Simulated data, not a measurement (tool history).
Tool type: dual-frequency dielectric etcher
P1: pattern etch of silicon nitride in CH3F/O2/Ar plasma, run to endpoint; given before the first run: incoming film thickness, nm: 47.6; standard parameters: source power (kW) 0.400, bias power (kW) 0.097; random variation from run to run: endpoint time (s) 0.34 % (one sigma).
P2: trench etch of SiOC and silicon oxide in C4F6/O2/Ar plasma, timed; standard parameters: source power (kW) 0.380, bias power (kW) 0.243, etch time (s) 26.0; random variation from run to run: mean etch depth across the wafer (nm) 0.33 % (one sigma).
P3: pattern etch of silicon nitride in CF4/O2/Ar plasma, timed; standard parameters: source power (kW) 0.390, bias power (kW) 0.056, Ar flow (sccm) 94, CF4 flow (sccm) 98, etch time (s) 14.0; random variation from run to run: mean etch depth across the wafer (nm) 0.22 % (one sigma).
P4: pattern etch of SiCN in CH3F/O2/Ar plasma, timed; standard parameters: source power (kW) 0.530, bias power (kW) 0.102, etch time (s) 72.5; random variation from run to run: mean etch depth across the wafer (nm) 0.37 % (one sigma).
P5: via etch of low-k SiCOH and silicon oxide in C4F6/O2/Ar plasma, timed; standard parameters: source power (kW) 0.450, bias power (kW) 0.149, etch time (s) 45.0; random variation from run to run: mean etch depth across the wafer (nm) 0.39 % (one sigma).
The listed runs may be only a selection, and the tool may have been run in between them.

| run | hour | process that ran | source power (kW) | bias power (kW) | etch time (s) | Ar flow (sccm) | CF4 flow (sccm) | endpoint time (s) | mean etch depth across the wafer (nm) |
|---|---|---|---|---|---|---|---|---|---|
| 1 | 11.9 | P1 | 0.400 | 0.097 |  |  |  | 62.224 |  |
| 2 | 18.4 | P5 | 0.450 | 0.149 | 45.0 |  |  |  | 118.640 |
| 3 | 27.7 | P1 | 0.400 | 0.097 |  |  |  | 62.307 |  |
| 4 | 36.7 | P1 | 0.400 | 0.097 |  |  |  | 62.049 |  |
| 5 | 41.8 | P5 | 0.450 | 0.149 | 45.0 |  |  |  | 119.100 |
| 6 | 50.3 | P3 | 0.540 | 0.056 | 14.0 | 94 | 98 |  | 28.900 |
| 7 | 59.4 | P5 | 0.450 | 0.149 | 27.0 |  |  |  | 71.838 |
| 8 | 67.8 | P1 | 0.400 | 0.097 |  |  |  | 62.323 |  |
| 9 | 77.2 | P1 | 0.400 | 0.097 |  |  |  | 62.144 |  |
| 10 | 84.3 | P1 | 0.490 | 0.061 |  |  |  | 67.728 |  |
| 11 | 96.1 | P4 | 0.530 | 0.102 | 40.0 |  |  |  | 19.855 |
| 12 | 103.9 | P3 | 0.390 | 0.056 | 14.0 | 94 | 98 |  | 21.937 |
| 13 | 112.0 | P3 | 0.390 | 0.056 | 14.0 | 68 | 98 |  | 22.664 |
| 14 | 120.3 | P2 | 0.380 | 0.243 | 26.0 |  |  |  | 56.797 |
| 15 | 125.9 | P4 | 0.530 | 0.140 | 72.5 |  |  |  | 40.381 |
| 16 | 133.8 | P2 | 0.380 | 0.243 | 39.0 |  |  |  | 84.631 |
| 17 | 139.4 | P4 | 0.530 | 0.102 | 72.5 |  |  |  | 35.880 |
|  | 139.7 | wet clean of the chamber |
| 18 | 145.9 | P2 | 0.380 | 0.314 | 26.0 |  |  |  | 61.699 |
| 19 | 155.4 | P4 | 0.530 | 0.102 | 72.5 |  |  |  | 35.981 |
| 20 | 162.8 | P1 | 0.320 | 0.115 |  |  |  | 63.630 |  |
| 21 | 169.8 | P1 | 0.400 | 0.122 |  |  |  | 57.348 |  |
| 22 | 175.9 | P1 | 0.400 | 0.061 |  |  |  | 73.030 |  |
| 23 | 182.5 | P1 | 0.310 | 0.097 |  |  |  | 68.240 |  |
| 24 | 191.9 | P1 | 0.400 | 0.097 |  |  |  | 61.952 |  |
| 25 | 200.6 | P2 | 0.540 | 0.243 | 26.0 |  |  |  | 64.919 |
| 26 | 209.9 | P1 | 0.480 | 0.114 |  |  |  | 54.845 |  |
| 27 | 218.6 | P5 | 0.450 | 0.100 | 45.0 |  |  |  | 106.370 |
| 28 | 225.2 | P3 | 0.390 | 0.033 | 14.0 | 94 | 98 |  | 18.001 |
| 29 | 235.8 | P5 | 0.310 | 0.149 | 45.0 |  |  |  | 103.000 |
| 30 | 244.1 | P1 | 0.490 | 0.097 |  |  |  | 57.772 |  |
| 31 | 250.9 | P3 | 0.390 | 0.056 | 14.0 | 94 | 120 |  | 22.213 |
| 32 | 258.9 | P3 | 0.390 | 0.056 | 8.0 | 94 | 98 |  | 12.461 |
| 33 | 264.4 | P4 | 0.340 | 0.102 | 72.5 |  |  |  | 30.563 |
| 34 | 274.5 | P1 | 0.400 | 0.097 |  |  |  | 62.248 |  |
| 35 | 286.4 | P1 | 0.400 | 0.097 |  |  |  | 61.456 |  |
| 36 | 292.2 | P1 | 0.400 | 0.097 |  |  |  | 61.335 |  |
| 37 | 299.5 | P1 | 0.400 | 0.097 |  |  |  | 61.366 |  |
|  | 302.1 | wet clean of the chamber |
| 38 | 304.7 | P1 | 0.400 | 0.097 |  |  |  | 61.420 |  |
| 39 | 311.4 | P1 | 0.400 | 0.097 |  |  |  | 61.104 |  |
| 40 | 318.5 | P1 | 0.400 | 0.097 |  |  |  | 61.443 |  |
| 41 | 325.6 | P1 | 0.400 | 0.097 |  |  |  | 60.957 |  |
| 42 | 331.1 | P1 | 0.400 | 0.097 |  |  |  | 61.228 |  |

P1 has crept away from where it was. The log is fitted equally well by each of these 2 causes, at the sizes shown:
A: source power that arrives over what is set, % = 4.65
B: bias power that arrives over what is set, % = 4.73
The process output started creeping at around hour 274.5.
Other possible causes, and why each is ruled out:
chamber walls in a state that raises the etch rate, %: maintenance at hour 302.1, after the shift began, did not return the process to its former output

The check runs listed below each take one wafer, and their results are still question marks. Under which run would the listed causes lead to clearly different results?
| check 1 | 336.6 | P4 | 0.530 | 0.102 | 40.0 |  |  |  | ? |
| check 2 | 336.6 | P5 | 0.450 | 0.126 | 45.0 |  |  |  | ? |
| check 3 | 336.6 | P3 | 0.460 | 0.056 | 14.0 | 94 | 98 |  | ? |
| check 4 | 336.6 | P2 | 0.510 | 0.243 | 26.0 |  |  |  | ? |

What each check would give under each cause:
| check | result | if A | if B |
|---|---|---|---|
| check 1 | mean etch depth across the wafer (nm) | 20.173 | 20.181 |
| check 2 | mean etch depth across the wafer (nm) | 115.590 | 115.030 |
| check 3 | mean etch depth across the wafer (nm) | 26.212 | 25.649 |
| check 4 | mean etch depth across the wafer (nm) | 64.457 | 64.321 |
Distance between the nearest two causes, measured in the result of the check that separates them most: check 1 0.04 %; check 2 0.48 %; check 3 2.17 %; check 4 0.21 %
The causes can be told apart only by check 3. The other checks would give nearly the same results under each of them.

Check 3 has now been run. It gave: mean etch depth across the wafer (nm) 25.754. Which of the candidate causes is it?

It is B: bias power that arrives over what is set, %.

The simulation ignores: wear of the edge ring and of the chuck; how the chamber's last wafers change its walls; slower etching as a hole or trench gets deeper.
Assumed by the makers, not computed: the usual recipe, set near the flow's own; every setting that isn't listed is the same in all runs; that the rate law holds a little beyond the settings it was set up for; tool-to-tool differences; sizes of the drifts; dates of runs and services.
